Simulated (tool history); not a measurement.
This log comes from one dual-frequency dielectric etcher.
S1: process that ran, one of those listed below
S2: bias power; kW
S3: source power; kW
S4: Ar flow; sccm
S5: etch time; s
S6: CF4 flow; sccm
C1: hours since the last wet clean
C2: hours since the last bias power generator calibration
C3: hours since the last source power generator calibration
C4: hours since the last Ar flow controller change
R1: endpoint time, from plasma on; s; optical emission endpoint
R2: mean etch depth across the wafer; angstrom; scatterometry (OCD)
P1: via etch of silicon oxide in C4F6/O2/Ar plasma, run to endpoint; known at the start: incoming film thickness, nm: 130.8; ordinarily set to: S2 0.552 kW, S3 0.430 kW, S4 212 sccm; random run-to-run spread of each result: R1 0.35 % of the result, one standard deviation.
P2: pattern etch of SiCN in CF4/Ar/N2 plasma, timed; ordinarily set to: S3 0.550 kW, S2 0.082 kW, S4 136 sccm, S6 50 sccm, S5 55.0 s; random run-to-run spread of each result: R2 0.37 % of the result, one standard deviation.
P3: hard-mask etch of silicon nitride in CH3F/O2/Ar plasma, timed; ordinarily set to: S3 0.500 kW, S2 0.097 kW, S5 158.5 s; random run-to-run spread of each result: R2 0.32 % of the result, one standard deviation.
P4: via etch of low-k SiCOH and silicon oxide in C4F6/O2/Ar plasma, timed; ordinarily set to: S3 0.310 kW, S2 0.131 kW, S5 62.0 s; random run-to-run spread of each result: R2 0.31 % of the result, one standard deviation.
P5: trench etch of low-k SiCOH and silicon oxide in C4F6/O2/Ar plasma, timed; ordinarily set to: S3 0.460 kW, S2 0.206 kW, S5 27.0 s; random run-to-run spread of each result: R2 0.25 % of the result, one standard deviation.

run 1 hour=9.6 | S1=P1 S2=0.552 S3=0.430 S4=212 | C1=331.9 C2=2922.9 C3=619.6 C4=3335.8 | R1=26.994
run 2 hour=20.2 | S1=P1 S2=0.552 S3=0.300 S4=212 | C1=342.5 C2=2933.5 C3=630.2 C4=3346.4 | R1=31.193
run 3 hour=27.5 | S1=P3 S2=0.067 S3=0.500 S5=158.5 | C1=349.8 C2=2940.8 C3=637.5 C4=3353.7 | R2=1148.20
run 4 hour=37.5 | S1=P4 S2=0.173 S3=0.310 S5=62.0 | C1=359.8 C2=2950.8 C3=647.5 C4=3363.7 | R2=1453.30
run 5 hour=46.7 | S1=P2 S2=0.082 S3=0.550 S4=136 S5=55.0 S6=31 | C1=369.0 C2=2960.0 C3=656.7 C4=3372.9 | R2=503.68
run 6 hour=58.0 | S1=P3 S2=0.097 S3=0.500 S5=231.5 | C1=380.3 C2=2971.3 C3=668.0 C4=3384.2 | R2=1898.90
run 7 hour=69.1 | S1=P1 S2=0.552 S3=0.430 S4=212 | C1=391.4 C2=2982.4 C3=679.1 C4=3395.3 | R1=27.262
run 8 hour=76.3 | S1=P4 S2=0.131 S3=0.310 S5=84.5 | C1=398.6 C2=2989.6 C3=686.3 C4=3402.5 | R2=1824.00
run 9 hour=86.8 | S1=P5 S2=0.206 S3=0.460 S5=27.0 | C1=409.1 C2=3000.1 C3=696.8 C4=3413.0 | R2=947.19
-- hour=88.6 wet clean of the chamber
run 10 hour=93.5 | S1=P1 S2=0.552 S3=0.430 S4=212 | C1=4.9 C2=3006.8 C3=703.5 C4=3419.7 | R1=27.304
run 11 hour=101.0 | S1=P1 S2=0.325 S3=0.430 S4=212 | C1=12.4 C2=3014.3 C3=711.0 C4=3427.2 | R1=32.951
run 12 hour=111.3 | S1=P5 S2=0.206 S3=0.460 S5=27.0 | C1=22.7 C2=3024.6 C3=721.3 C4=3437.5 | R2=949.53
run 13 hour=121.9 | S1=P1 S2=0.660 S3=0.430 S4=212 | C1=33.3 C2=3035.2 C3=731.9 C4=3448.1 | R1=25.353
run 14 hour=129.1 | S1=P1 S2=0.464 S3=0.430 S4=140 | C1=40.5 C2=3042.4 C3=739.1 C4=3455.3 | R1=27.643
run 15 hour=138.7 | S1=P1 S2=0.552 S3=0.430 S4=212 | C1=50.1 C2=3052.0 C3=748.7 C4=3464.9 | R1=27.117
run 16 hour=150.1 | S1=P4 S2=0.131 S3=0.190 S5=62.0 | C1=61.5 C2=3063.4 C3=760.1 C4=3476.3 | R2=1101.90
run 17 hour=157.7 | S1=P5 S2=0.206 S3=0.620 S5=27.0 | C1=69.1 C2=3071.0 C3=767.7 C4=3483.9 | R2=1062.50
run 18 hour=165.1 | S1=P1 S2=0.552 S3=0.430 S4=212 | C1=76.5 C2=3078.4 C3=775.1 C4=3491.3 | R1=27.174
run 19 hour=176.3 | S1=P4 S2=0.131 S3=0.310 S5=62.0 | C1=87.7 C2=3089.6 C3=786.3 C4=3502.5 | R2=1339.10
run 20 hour=182.9 | S1=P5 S2=0.206 S3=0.460 S5=16.0 | C1=94.3 C2=3096.2 C3=792.9 C4=3509.1 | R2=563.61
run 21 hour=189.0 | S1=P1 S2=0.552 S3=0.430 S4=212 | C1=100.4 C2=3102.3 C3=799.0 C4=3515.2 | R1=27.122
run 22 hour=195.4 | S1=P2 S2=0.082 S3=0.550 S4=136 S5=55.0 S6=50 | C1=106.8 C2=3108.7 C3=805.4 C4=3521.6 | R2=543.31
run 23 hour=201.2 | S1=P1 S2=0.552 S3=0.430 S4=134 | C1=112.6 C2=3114.5 C3=811.2 C4=3527.4 | R1=25.946
run 24 hour=207.9 | S1=P3 S2=0.097 S3=0.500 S5=158.5 | C1=119.3 C2=3121.2 C3=817.9 C4=3534.1 | R2=1302.20
run 25 hour=218.2 | S1=P1 S2=0.552 S3=0.430 S4=212 | C1=129.6 C2=3131.5 C3=828.2 C4=3544.4 | R1=27.398
run 26 hour=223.8 | S1=P3 S2=0.097 S3=0.600 S5=158.5 | C1=135.2 C2=3137.1 C3=833.8 C4=3550.0 | R2=1391.60
run 27 hour=235.6 | S1=P1 S2=0.552 S3=0.430 S4=261 | C1=147.0 C2=3148.9 C3=845.6 C4=3561.8 | R1=27.738
run 28 hour=240.8 | S1=P2 S2=0.082 S3=0.750 S4=136 S5=55.0 S6=50 | C1=152.2 C2=3154.1 C3=850.8 C4=3567.0 | R2=710.76
run 29 hour=246.9 | S1=P2 S2=0.082 S3=0.550 S4=79 S5=55.0 S6=50 | C1=158.3 C2=3160.2 C3=856.9 C4=3573.1 | R2=590.80
run 30 hour=256.2 | S1=P1 S2=0.421 S3=0.320 S4=212 | C1=167.6 C2=3169.5 C3=866.2 C4=3582.4 | R1=33.335
run 31 hour=264.0 | S1=P2 S2=0.082 S3=0.550 S4=136 S5=55.0 S6=50 | C1=175.4 C2=3177.3 C3=874.0 C4=3590.2 | R2=544.04
run 32 hour=269.9 | S1=P5 S2=0.147 S3=0.460 S5=27.0 | C1=181.3 C2=3183.2 C3=879.9 C4=3596.1 | R2=854.71
run 33 hour=280.9 | S1=P4 S2=0.131 S3=0.310 S5=62.0 | C1=192.3 C2=3194.2 C3=890.9 C4=3607.1 | R2=1329.70
run 34 hour=286.8 | S1=P1 S2=0.552 S3=0.540 S4=212 | C1=198.2 C2=3200.1 C3=896.8 C4=3613.0 | R1=25.078
run 35 hour=298.1 | S1=P2 S2=0.082 S3=0.550 S4=136 S5=75.5 S6=50 | C1=209.5 C2=3211.4 C3=908.1 C4=3624.3 | R2=743.68
run 36 hour=308.1 | S1=P2 S2=0.049 S3=0.550 S4=136 S5=55.0 S6=50 | C1=219.5 C2=3221.4 C3=918.1 C4=3634.3 | R2=448.99
run 37 hour=318.1 | S1=P1 S2=0.673 S3=0.260 S4=212 | C1=229.5 C2=3231.4 C3=928.1 C4=3644.3 | R1=30.293
run 38 hour=324.5 | S1=P1 S2=0.552 S3=0.430 S4=212 | C1=235.9 C2=3237.8 C3=934.5 C4=3650.7 | R1=27.185
run 39 hour=334.6 | S1=P1 S2=0.552 S3=0.430 S4=212 | C1=246.0 C2=3247.9 C3=944.6 C4=3660.8 | R1=27.381
run 40 hour=342.2 | S1=P1 S2=0.552 S3=0.430 S4=212 | C1=253.6 C2=3255.5 C3=952.2 C4=3668.4 | R1=27.631
run 41 hour=352.4 | S1=P1 S2=0.552 S3=0.430 S4=212 | C1=263.8 C2=3265.7 C3=962.4 C4=3678.6 | R1=27.526
run 42 hour=359.9 | S1=P1 S2=0.552 S3=0.430 S4=212 | C1=271.3 C2=3273.2 C3=969.9 C4=3686.1 | R1=27.599
run 43 hour=369.1 | S1=P1 S2=0.552 S3=0.430 S4=212 | C1=280.5 C2=3282.4 C3=979.1 C4=3695.3 | R1=27.671
-- hour=373.2 wet clean of the chamber
run 44 hour=375.8 | S1=P1 S2=0.552 S3=0.430 S4=212 | C1=2.7 C2=3289.1 C3=985.8 C4=3702.0 | R1=27.644
run 45 hour=385.4 | S1=P1 S2=0.552 S3=0.430 S4=212 | C1=12.3 C2=3298.7 C3=995.4 C4=3711.6 | R1=27.725
run 46 hour=392.9 | S1=P1 S2=0.552 S3=0.430 S4=212 | C1=19.8 C2=3306.2 C3=1002.9 C4=3719.1 | R1=27.494

What P1 gives has crept off from where it sat before. The 2 causes that follow fit the log equally well, each at the size noted:
A: source power that arrives under what is set, % = 4.59
B: bias power that arrives under what is set, % = 4.48
Onset of the creep was near hour 324.5.
Why every other cause is out:
chamber walls in a state that lowers the etch rate, %: its service at hour 373.2 followed the start of the drift and did not put the process back to its old value
Ar flow that arrives over what is set, %: capped at 8; at that size R1 would change by +0.9 %, too little to explain the creep or opposite to it

Which of the check runs below tells the causes apart, meaning the causes would give it clearly different results? Each run uses 2 wafers whose results are averaged, and each result is shown as a question mark.
run check 1 hour=400.4 | S1=P4 S2=0.159 S3=0.310 S5=62.0 | R2=?
run check 2 hour=400.4 | S1=P3 S2=0.073 S3=0.500 S5=186.5 | R2=?
run check 3 hour=400.4 | S1=P2 S2=0.052 S3=0.550 S4=136 S5=55.0 S6=40 | R2=?
run check 4 hour=400.4 | S1=P5 S2=0.206 S3=0.600 S5=16.5 | R2=?

Predicted outcomes, by check and by cause:
check=check_1 result=R2 if_A=1391.20 if_B=1396.80
check=check_2 result=R2 if_A=1363.20 if_B=1366.60
check=check_3 result=R2 if_A=421.76 if_B=431.93
check=check_4 result=R2 if_A=631.82 if_B=634.30
Per-check spread between the two closest causes, in the result where they differ most: check 1 0.4 %; check 2 0.25 %; check 3 2.38 %; check 4 0.39 %
The other checks would show nearly matching results whichever cause is true, so check 3 is the only one that separates the causes.

After running check 3, the following was obtained: R2 420.63 angstrom. Which cause does this point to?

It was cause A: source power that arrives under what is set, %.
